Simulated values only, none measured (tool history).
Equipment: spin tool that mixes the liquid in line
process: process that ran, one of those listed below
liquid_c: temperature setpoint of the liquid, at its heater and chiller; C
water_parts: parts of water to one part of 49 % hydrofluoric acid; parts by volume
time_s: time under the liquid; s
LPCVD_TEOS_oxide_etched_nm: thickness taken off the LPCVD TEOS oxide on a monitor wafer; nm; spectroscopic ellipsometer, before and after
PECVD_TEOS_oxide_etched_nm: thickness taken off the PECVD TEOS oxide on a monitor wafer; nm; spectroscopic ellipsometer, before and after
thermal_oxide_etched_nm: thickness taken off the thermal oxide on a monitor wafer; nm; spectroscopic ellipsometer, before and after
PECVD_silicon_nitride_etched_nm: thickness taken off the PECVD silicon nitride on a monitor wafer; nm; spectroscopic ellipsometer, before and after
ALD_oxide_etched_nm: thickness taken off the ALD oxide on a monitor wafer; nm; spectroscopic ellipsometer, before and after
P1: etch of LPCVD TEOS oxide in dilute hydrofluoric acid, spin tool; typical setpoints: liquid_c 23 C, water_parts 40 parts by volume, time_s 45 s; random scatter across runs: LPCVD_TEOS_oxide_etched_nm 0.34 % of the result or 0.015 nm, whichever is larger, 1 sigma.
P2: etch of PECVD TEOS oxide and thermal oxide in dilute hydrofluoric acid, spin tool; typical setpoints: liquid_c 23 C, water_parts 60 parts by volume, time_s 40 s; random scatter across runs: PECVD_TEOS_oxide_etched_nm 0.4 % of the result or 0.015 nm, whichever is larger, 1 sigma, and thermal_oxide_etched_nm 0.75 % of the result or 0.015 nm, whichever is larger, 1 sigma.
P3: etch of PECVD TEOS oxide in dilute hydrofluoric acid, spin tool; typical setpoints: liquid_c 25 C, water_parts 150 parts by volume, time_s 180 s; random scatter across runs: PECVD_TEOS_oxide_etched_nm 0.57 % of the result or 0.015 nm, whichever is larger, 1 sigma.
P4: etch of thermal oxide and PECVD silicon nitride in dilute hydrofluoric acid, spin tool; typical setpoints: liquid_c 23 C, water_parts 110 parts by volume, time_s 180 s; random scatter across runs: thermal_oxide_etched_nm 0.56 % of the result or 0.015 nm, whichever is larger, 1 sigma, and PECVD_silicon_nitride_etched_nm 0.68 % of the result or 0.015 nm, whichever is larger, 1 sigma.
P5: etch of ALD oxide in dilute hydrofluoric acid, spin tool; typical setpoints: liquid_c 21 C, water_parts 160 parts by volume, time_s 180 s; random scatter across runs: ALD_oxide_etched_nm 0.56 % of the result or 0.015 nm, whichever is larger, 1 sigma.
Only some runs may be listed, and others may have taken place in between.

run   hour  process  liquid_c  water_parts  time_s  hours since the thermometer was replaced  hours since the hydrofluoric acid flow meter was replaced  LPCVD_TEOS_oxide_etched_nm  PECVD_TEOS_oxide_etched_nm  thermal_oxide_etched_nm  PECVD_silicon_nitride_etched_nm  ALD_oxide_etched_nm
  1    9.1       P1        23           40      45                                    1979.9                                                     1054.7                      40.237
  2   22.9       P2        23           60      15                                    1993.7                                                     1068.5                                                  2.2344                   1.1998
  3   32.7       P1        23           40      45                                    2003.5                                                     1078.3                      40.315
  4   44.1       P3        25          150     180                                    2014.9                                                     1089.7                                                  22.104
  5   59.5       P4        23          110     180                                    2030.3                                                     1105.1                                                                           7.4743                           3.1169
  6   68.5       P1        23           40      25                                    2039.3                                                     1114.1                      22.358
  7   83.6       P4        28          110     180                                    2054.4                                                     1129.2                                                                           9.0739                           4.3281
  8   97.7       P2        23           60      40                                    2068.5                                                     1143.3                                                  5.8844                   3.3438
  9  107.9       P5        21           25     180                                    2078.7                                                     1153.5                                                                                                                                 67.866
 10  116.2       P1        23           20      45                                      2087                                                     1161.8                      82.929
 11  130.9       P4        23          195     180                                    2101.7                                                     1176.5                                                                            3.869                           1.7763
 12  145.4       P2        23           60      40                                    2116.2                                                       1191                                                  5.9041                   3.2637
 13  152.9       P1        23           55      45                                    2123.7                                                     1198.5                      28.483
 14  161.7       P3        25          150     180                                    2132.5                                                     1207.3                                                  22.103
 15  172.3       P1        23           40      45                                    2143.1                                                     1217.9                      40.127
 16  187.4       P1        23           40      45                                    2158.2                                                       1233                      40.386
 17  200.6       P1        17           40      45                                    2171.4                                                     1246.2                      31.017
 18  208.3       P4        23          110     180                                    2179.1                                                     1253.9                                                                           7.4341                           3.1728
 19  216.1       P2        23           20      40                                    2186.9                                                     1261.7                                                  18.592                   10.445
 20  229.5       P5        21          160     180                                    2200.3                                                     1275.1                                                                                                                                 9.0722
 21  239.4       P1      30.5           40      15                                    2210.2                                                       1285                      18.157
 22  249.9       P1        23           40      85                                    2220.7                                                     1295.5                       75.38
 23  257.9       P1        31           40      45                                    2228.7                                                     1303.5                      55.931
 24    271       P1        23           40      45                                    2241.8                                                     1316.6                      39.883
 25  283.3       P5        28          160     180                                    2254.1                                                     1328.9                                                                                                                                 11.875
 26  294.4       P3        19          150     180                                    2265.2                                                       1340                                                   17.68
 27  308.7       P5        21          160     305                                    2279.5                                                     1354.3                                                                                                                                 15.463

What will run 28 give?
 28  321.7       P1        28           40      15                                    2292.5                                                     1367.3                           ?

LPCVD_TEOS_oxide_etched_nm: 16.604 nm

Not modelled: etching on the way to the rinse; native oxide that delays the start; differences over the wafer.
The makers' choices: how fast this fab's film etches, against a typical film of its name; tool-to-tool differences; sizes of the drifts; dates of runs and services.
